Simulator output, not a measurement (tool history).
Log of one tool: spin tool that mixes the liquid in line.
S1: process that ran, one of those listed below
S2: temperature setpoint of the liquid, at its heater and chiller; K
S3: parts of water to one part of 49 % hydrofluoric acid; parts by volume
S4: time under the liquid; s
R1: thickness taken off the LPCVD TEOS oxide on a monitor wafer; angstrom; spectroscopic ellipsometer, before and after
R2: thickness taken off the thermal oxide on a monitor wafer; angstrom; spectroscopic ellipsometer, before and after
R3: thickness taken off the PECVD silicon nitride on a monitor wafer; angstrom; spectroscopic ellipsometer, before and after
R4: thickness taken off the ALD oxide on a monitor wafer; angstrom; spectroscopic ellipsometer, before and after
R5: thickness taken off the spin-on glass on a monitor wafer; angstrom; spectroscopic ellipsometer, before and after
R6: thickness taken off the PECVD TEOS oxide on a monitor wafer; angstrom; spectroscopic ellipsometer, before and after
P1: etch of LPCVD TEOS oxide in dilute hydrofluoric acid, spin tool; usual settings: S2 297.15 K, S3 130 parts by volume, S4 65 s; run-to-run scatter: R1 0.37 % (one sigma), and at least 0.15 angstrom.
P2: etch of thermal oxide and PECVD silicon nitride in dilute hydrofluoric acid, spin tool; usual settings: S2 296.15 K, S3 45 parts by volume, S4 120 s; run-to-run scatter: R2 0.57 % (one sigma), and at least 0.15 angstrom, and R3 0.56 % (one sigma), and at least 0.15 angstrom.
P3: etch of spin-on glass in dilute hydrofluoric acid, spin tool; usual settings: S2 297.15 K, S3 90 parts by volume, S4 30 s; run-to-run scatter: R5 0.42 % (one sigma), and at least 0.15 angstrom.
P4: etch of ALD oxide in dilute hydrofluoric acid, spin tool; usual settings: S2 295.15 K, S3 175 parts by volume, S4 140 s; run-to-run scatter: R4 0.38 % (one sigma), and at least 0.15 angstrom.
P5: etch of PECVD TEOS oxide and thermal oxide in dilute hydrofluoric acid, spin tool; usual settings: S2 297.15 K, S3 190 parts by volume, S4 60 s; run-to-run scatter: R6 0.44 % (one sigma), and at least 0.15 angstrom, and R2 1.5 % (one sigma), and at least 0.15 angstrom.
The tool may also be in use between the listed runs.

run   hour  S1      S2   S3   S4      R1      R2      R3      R4      R5      R6
  1    6.7  P1  297.15  130   65  109.89
  2     15  P2  296.15   45  120          129.15  80.729
  3   20.6  P4  295.15   45  140                           308.6
  4   27.2  P3  292.65   90   30                                  98.505
  5   36.7  P2  296.15   45   15          16.023  9.8436
  6   41.2  P5  297.15  190   60          13.607                           78.28
  7   46.2  P1  297.15  190   65  70.712
  8   51.6  P2  296.15   25  120          239.03   141.8
  9   59.4  P3  297.15   25   30                                   464.2
 10     67  P1  301.15  130   35  68.909
 11   76.2  P1  297.15  130   65  110.16
 12     83  P3  297.15   90   15                                  59.311
 13   91.8  P1  292.15   80   65  156.01
 14  100.6  P5  297.15  190   20          4.5194                          26.229
 15  108.6  P1  297.15   75   65     204
 16    115  P4  303.15  175  140                          92.288
 17  122.8  P5  297.15   45   60           66.89                          394.72
 18  131.6  P1  297.15  130   65   110.8
 19  138.5  P1  302.65  130   65  136.07
 20  147.3  P2  302.65   45  120          169.15  122.96
 21  153.1  P1  297.15  130  110  185.37
 22  161.6  P1  297.15  130   15  25.575
 23  167.2  P5  297.15  190   60          13.711                          78.781
 24  175.6  P1  293.15  130   35  50.727
 25    184  P5  304.15  190   60          17.259                          100.34
 26  189.1  P4  295.15  175  140                          68.484
 27  194.3  P4  295.15  175  275                          134.05
 28  202.3  P3  297.15   90   30                                   119.1
 29  209.8  P3  297.15   90   30                                   118.4
 30  219.1  P1  297.15  130   65  111.31
 31  227.4  P2  296.15   45  120          130.51  81.317
 32  231.8  P1  291.65  130   65  88.155
 33  241.3  P1  297.15  130   65  109.47
 34  246.4  P1  297.15  130   65  107.41
 35  254.6  P1  297.15  130   65   106.3
 36  259.9  P1  297.15  130   65  105.38
 37  266.2  P1  297.15  130   65  104.22
 38  272.8  P1  297.15  130   65  104.07
 39    278  P1  297.15  130   65   104.2
 40  286.7  P1  297.15  130   65   104.5

What P1 gives has crept away from where it was. These 2 causes fit the log equally well, each at the size given:
A: hydrofluoric acid flow below the setpoint (%) = 5.03
B: liquid colder than its thermometer reads (K) = 1.53
The creep began at about hour 241.3.

4 check runs are offered, one wafer each, their results left as question marks. Which one tells the causes apart?
check 1  295.4  P4  295.15  175  140               ?
check 2  295.4  P2  296.15   45  120       ?   ?
check 3  295.4  P3  297.15   90   30                   ?
check 4  295.4  P5  297.15  190   60       ?               ?

What each check would give under each cause:
  check  result    if A    if B
check 1      R4  64.271  64.411
check 2      R2  123.19  122.03
check 2      R3  76.844  72.768
check 3      R5  111.72  111.29
check 4      R2  12.653  12.718
check 4      R6  73.609  73.984
How far apart the two closest causes lie, in the result that separates them most: check 1 0.22 %; check 2 5.45 %; check 3 0.39 %; check 4 0.51 %
Only check 2 tells the causes apart: in the others they would give nearly the same result.

Check 2 was then run and gave: R2 124.13 angstrom; R3 76.803 angstrom. Which cause is it?

It is A: hydrofluoric acid flow below the setpoint (%).
